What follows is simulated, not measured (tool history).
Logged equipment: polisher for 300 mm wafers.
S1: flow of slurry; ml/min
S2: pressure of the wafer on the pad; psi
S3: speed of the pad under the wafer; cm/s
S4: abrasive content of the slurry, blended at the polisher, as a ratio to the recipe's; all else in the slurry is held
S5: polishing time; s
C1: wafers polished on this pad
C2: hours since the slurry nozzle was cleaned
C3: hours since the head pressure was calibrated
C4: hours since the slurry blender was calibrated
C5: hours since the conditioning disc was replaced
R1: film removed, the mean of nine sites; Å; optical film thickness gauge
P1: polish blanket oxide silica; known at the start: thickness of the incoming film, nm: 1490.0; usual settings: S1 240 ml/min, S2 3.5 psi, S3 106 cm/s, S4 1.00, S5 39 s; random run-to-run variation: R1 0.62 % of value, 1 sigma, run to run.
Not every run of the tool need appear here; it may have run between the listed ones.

Run 1, day 0.408: S1 240 ml/min, S2 3.5 psi, S3 106 cm/s, S4 1.00, S5 39 s; C1 655; C2 175.9; C3 180.9; C4 134.3; C5 112.5. Result: R1 1102.10 Å.
Run 2, day 0.850: S1 240 ml/min, S2 3.5 psi, S3 106 cm/s, S4 1.00, S5 39 s; C1 748; C2 186.5; C3 191.5; C4 144.9; C5 123.1. Result: R1 1093.40 Å.
Run 3, day 1.146: S1 145 ml/min, S2 3.5 psi, S3 106 cm/s, S4 1.25, S5 39 s; C1 810; C2 193.6; C3 198.6; C4 152.0; C5 130.2. Result: R1 1119.40 Å.
Run 4, day 1.475: S1 240 ml/min, S2 3.5 psi, S3 134 cm/s, S4 1.00, S5 39 s; C1 879; C2 201.5; C3 206.5; C4 159.9; C5 138.1. Result: R1 1347.80 Å.
Run 5, day 1.762: S1 240 ml/min, S2 1.6 psi, S3 106 cm/s, S4 1.00, S5 39 s; C1 939; C2 208.4; C3 213.4; C4 166.8; C5 145.0. Result: R1 507.04 Å.
Run 6, day 2.088: S1 240 ml/min, S2 3.5 psi, S3 106 cm/s, S4 1.00, S5 39 s; C1 1007; C2 216.2; C3 221.2; C4 174.6; C5 152.8. Result: R1 1097.80 Å.
Run 7, day 2.479: S1 240 ml/min, S2 3.5 psi, S3 106 cm/s, S4 1.40, S5 39 s; C1 1090; C2 225.6; C3 230.6; C4 184.0; C5 162.2. Result: R1 1270.40 Å.
At day 2.850: slurry nozzle cleaned.
Run 8, day 2.900: S1 240 ml/min, S2 3.5 psi, S3 106 cm/s, S4 1.00, S5 53 s; C1 1178; C2 1.3; C3 240.7; C4 194.1; C5 172.3. Result: R1 1501.40 Å.
Run 9, day 3.179: S1 240 ml/min, S2 3.5 psi, S3 106 cm/s, S4 1.00, S5 39 s; C1 1236; C2 8.0; C3 247.4; C4 200.8; C5 179.0. Result: R1 1101.90 Å.
Run 10, day 3.496: S1 240 ml/min, S2 4.6 psi, S3 106 cm/s, S4 1.00, S5 39 s; C1 1303; C2 15.6; C3 255.0; C4 208.4; C5 186.6. Result: R1 1451.10 Å.
Run 11, day 3.725: S1 240 ml/min, S2 3.5 psi, S3 106 cm/s, S4 1.00, S5 18 s; C1 1351; C2 21.1; C3 260.5; C4 213.9; C5 192.1. Result: R1 515.49 Å.
Run 12, day 3.933: S1 240 ml/min, S2 3.5 psi, S3 106 cm/s, S4 1.00, S5 39 s; C1 1395; C2 26.1; C3 265.5; C4 218.9; C5 197.1. Result: R1 1099.00 Å.
Run 13, day 4.308: S1 240 ml/min, S2 3.5 psi, S3 64 cm/s, S4 1.00, S5 39 s; C1 1473; C2 35.1; C3 274.5; C4 227.9; C5 206.1. Result: R1 742.14 Å.
Run 14, day 4.725: S1 240 ml/min, S2 3.5 psi, S3 106 cm/s, S4 1.00, S5 39 s; C1 1561; C2 45.1; C3 284.5; C4 237.9; C5 216.1. Result: R1 1114.90 Å.
Run 15, day 4.988: S1 375 ml/min, S2 3.5 psi, S3 106 cm/s, S4 1.00, S5 39 s; C1 1616; C2 51.4; C3 290.8; C4 244.2; C5 222.4. Result: R1 1141.70 Å.

The next listed run, before its measurement:
Run 16, day 5.271: S1 240 ml/min, S2 3.5 psi, S3 106 cm/s, S4 0.60, S5 39 s; C1 1675; C2 58.2; C3 297.6; C4 251.0; C5 229.2. Result: R1 ?.

Logged for run 16: R1 862.69 Å.
